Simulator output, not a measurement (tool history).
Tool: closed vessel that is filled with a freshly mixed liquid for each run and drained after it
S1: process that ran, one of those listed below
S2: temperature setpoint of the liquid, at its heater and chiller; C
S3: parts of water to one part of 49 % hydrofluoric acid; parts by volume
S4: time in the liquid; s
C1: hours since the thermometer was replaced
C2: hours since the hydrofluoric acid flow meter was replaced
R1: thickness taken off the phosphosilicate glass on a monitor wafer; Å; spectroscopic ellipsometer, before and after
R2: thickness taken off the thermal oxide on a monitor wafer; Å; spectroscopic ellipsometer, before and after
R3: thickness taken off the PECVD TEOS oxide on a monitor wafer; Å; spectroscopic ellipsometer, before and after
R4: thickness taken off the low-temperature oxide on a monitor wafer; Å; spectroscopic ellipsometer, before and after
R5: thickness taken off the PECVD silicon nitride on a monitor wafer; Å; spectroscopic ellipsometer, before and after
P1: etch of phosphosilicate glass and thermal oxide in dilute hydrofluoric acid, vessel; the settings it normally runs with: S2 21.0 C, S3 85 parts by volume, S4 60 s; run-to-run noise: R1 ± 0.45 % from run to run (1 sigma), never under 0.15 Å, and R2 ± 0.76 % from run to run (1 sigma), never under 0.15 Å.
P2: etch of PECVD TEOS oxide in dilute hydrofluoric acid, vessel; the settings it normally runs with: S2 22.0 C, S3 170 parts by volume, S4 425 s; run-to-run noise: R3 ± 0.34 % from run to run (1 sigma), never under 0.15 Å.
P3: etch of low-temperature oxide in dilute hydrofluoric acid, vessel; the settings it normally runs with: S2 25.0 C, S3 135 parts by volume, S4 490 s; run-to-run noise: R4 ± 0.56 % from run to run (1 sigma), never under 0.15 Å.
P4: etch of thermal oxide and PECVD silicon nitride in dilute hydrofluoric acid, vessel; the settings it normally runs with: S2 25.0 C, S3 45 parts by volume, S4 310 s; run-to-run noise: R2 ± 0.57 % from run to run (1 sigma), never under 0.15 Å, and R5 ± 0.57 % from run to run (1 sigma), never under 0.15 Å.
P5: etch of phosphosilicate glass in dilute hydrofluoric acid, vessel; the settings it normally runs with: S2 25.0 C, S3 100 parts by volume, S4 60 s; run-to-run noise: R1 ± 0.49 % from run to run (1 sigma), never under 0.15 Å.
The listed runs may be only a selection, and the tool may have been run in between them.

run 1 day=0.183 | S1=P1 S2=21.0 S3=85 S4=60 | C1=389.3 C2=588.1 | R1=832.27 R2=30.3330
run 2 day=0.300 | S1=P2 S2=17.0 S3=170 S4=425 | C1=392.1 C2=590.9 | R3=275.23
run 3 day=0.454 | S1=P5 S2=25.0 S3=100 S4=30 | C1=395.8 C2=594.6 | R1=299.97
run 4 day=0.567 | S1=P1 S2=21.0 S3=85 S4=95 | C1=398.5 C2=597.3 | R1=1308.80 R2=48.6710
run 5 day=0.767 | S1=P3 S2=25.0 S3=135 S4=490 | C1=403.3 C2=602.1 | R4=373.66
run 6 day=0.875 | S1=P1 S2=21.0 S3=85 S4=60 | C1=405.9 C2=604.7 | R1=828.69 R2=30.5170
run 7 day=0.975 | S1=P1 S2=28.5 S3=85 S4=60 | C1=408.3 C2=607.1 | R1=1111.10 R2=42.0440
run 8 day=1.138 | S1=P3 S2=30.5 S3=135 S4=490 | C1=412.2 C2=611.0 | R4=455.02
run 9 day=1.296 | S1=P4 S2=33.0 S3=45 S4=310 | C1=416.0 C2=614.8 | R2=501.1100 R5=332.46
run 10 day=1.471 | S1=P2 S2=22.0 S3=300 S4=425 | C1=420.2 C2=619.0 | R3=166.67
run 11 day=1.662 | S1=P1 S2=17.0 S3=85 S4=60 | C1=424.8 C2=623.6 | R1=701.42 R2=25.9810
run 12 day=1.825 | S1=P3 S2=25.0 S3=30 S4=490 | C1=428.7 C2=627.5 | R4=1915.40
run 13 day=1.921 | S1=P1 S2=21.0 S3=85 S4=60 | C1=431.0 C2=629.8 | R1=827.00 R2=30.3950
-- day=1.942 thermometer replaced
run 14 day=2.017 | S1=P4 S2=25.0 S3=70 S4=310 | C1=1.9 C2=632.1 | R2=228.2700 R5=128.15
run 15 day=2.208 | S1=P1 S2=21.0 S3=30 S4=60 | C1=6.5 C2=636.7 | R1=2489.60 R2=94.4170
run 16 day=2.350 | S1=P1 S2=21.0 S3=85 S4=30 | C1=9.9 C2=640.1 | R1=409.46 R2=15.3600
run 17 day=2.462 | S1=P2 S2=22.0 S3=170 S4=660 | C1=12.6 C2=642.8 | R3=522.84
run 18 day=2.621 | S1=P4 S2=25.0 S3=45 S4=525 | C1=16.4 C2=646.6 | R2=622.2900 R5=333.28
run 19 day=2.729 | S1=P5 S2=25.0 S3=150 S4=60 | C1=19.0 C2=649.2 | R1=375.54
run 20 day=2.854 | S1=P1 S2=21.0 S3=85 S4=60 | C1=22.0 C2=652.2 | R1=830.19 R2=30.6940
run 21 day=3.029 | S1=P1 S2=17.5 S3=55 S4=60 | C1=26.2 C2=656.4 | R1=1143.40 R2=42.4560
run 22 day=3.138 | S1=P1 S2=21.0 S3=145 S4=60 | C1=28.8 C2=659.0 | R1=454.22 R2=17.1510
run 23 day=3.225 | S1=P5 S2=30.5 S3=100 S4=60 | C1=30.9 C2=661.1 | R1=739.05
run 24 day=3.400 | S1=P1 S2=21.0 S3=140 S4=30 | C1=35.1 C2=665.3 | R1=236.56 R2=8.8876
run 25 day=3.525 | S1=P5 S2=25.0 S3=100 S4=60 | C1=38.1 C2=668.3 | R1=599.29
run 26 day=3.638 | S1=P3 S2=25.0 S3=135 S4=805 | C1=40.8 C2=671.0 | R4=616.97
run 27 day=3.775 | S1=P3 S2=25.0 S3=135 S4=490 | C1=44.1 C2=674.3 | R4=374.15
run 28 day=3.925 | S1=P4 S2=25.0 S3=45 S4=310 | C1=47.7 C2=677.9 | R2=362.8000 R5=196.13
run 29 day=4.046 | S1=P2 S2=22.0 S3=170 S4=425 | C1=50.6 C2=680.8 | R3=335.46
run 30 day=4.225 | S1=P1 S2=21.0 S3=85 S4=60 | C1=54.9 C2=685.1 | R1=826.35 R2=30.5910
run 31 day=4.325 | S1=P1 S2=21.0 S3=85 S4=60 | C1=57.3 C2=687.5 | R1=851.06 R2=31.6100
run 32 day=4.433 | S1=P1 S2=21.0 S3=85 S4=60 | C1=59.9 C2=690.1 | R1=863.09 R2=32.1400
run 33 day=4.546 | S1=P1 S2=21.0 S3=85 S4=60 | C1=62.6 C2=692.8 | R1=865.96 R2=32.6660
run 34 day=4.642 | S1=P1 S2=21.0 S3=85 S4=60 | C1=64.9 C2=695.1 | R1=877.59 R2=31.9160
run 35 day=4.817 | S1=P1 S2=21.0 S3=85 S4=60 | C1=69.1 C2=699.3 | R1=874.26 R2=32.2360
run 36 day=5.000 | S1=P1 S2=21.0 S3=85 S4=60 | C1=73.5 C2=703.7 | R1=878.08 R2=32.8100

What P1 gives has crept away from where it was. These 2 causes fit the log equally well, each at the size given:
A: liquid hotter than its thermometer reads (K) = 1.53
B: hydrofluoric acid flow above the setpoint (%) = 5.83
Onset of the creep was near day 4.225.

Each of the 4 check runs below uses one wafer; its results are left as question marks. Which run tells the causes apart?
run check 1 day=5.183 | S1=P5 S2=25.0 S3=100 S4=60 | R1=?
run check 2 day=5.183 | S1=P2 S2=22.0 S3=170 S4=425 | R3=?
run check 3 day=5.183 | S1=P4 S2=25.0 S3=45 S4=310 | R2=? R5=?
run check 4 day=5.183 | S1=P3 S2=25.0 S3=135 S4=490 | R4=?

Expected result of each check under each candidate cause:
check=check_1 result=R1 if_A=633.83 if_B=636.36
check=check_2 result=R3 if_A=356.03 if_B=358.99
check=check_3 result=R2 if_A=390.6100 if_B=389.7200
check=check_3 result=R5 if_A=217.50 if_B=207.58
check=check_4 result=R4 if_A=394.73 if_B=397.71
Distance between the nearest two causes, measured in the result of the check that separates them most: check 1 0.4 %; check 2 0.83 %; check 3 4.67 %; check 4 0.75 %
Only in check 3 would the causes give clearly different results; in the remaining checks their results would be nearly the same.

Check 3 has now been run. It gave: R2 391.2600 Å; R5 205.96 Å. Which of the candidate causes is it?

Of the candidate causes, it is B: hydrofluoric acid flow above the setpoint (%).
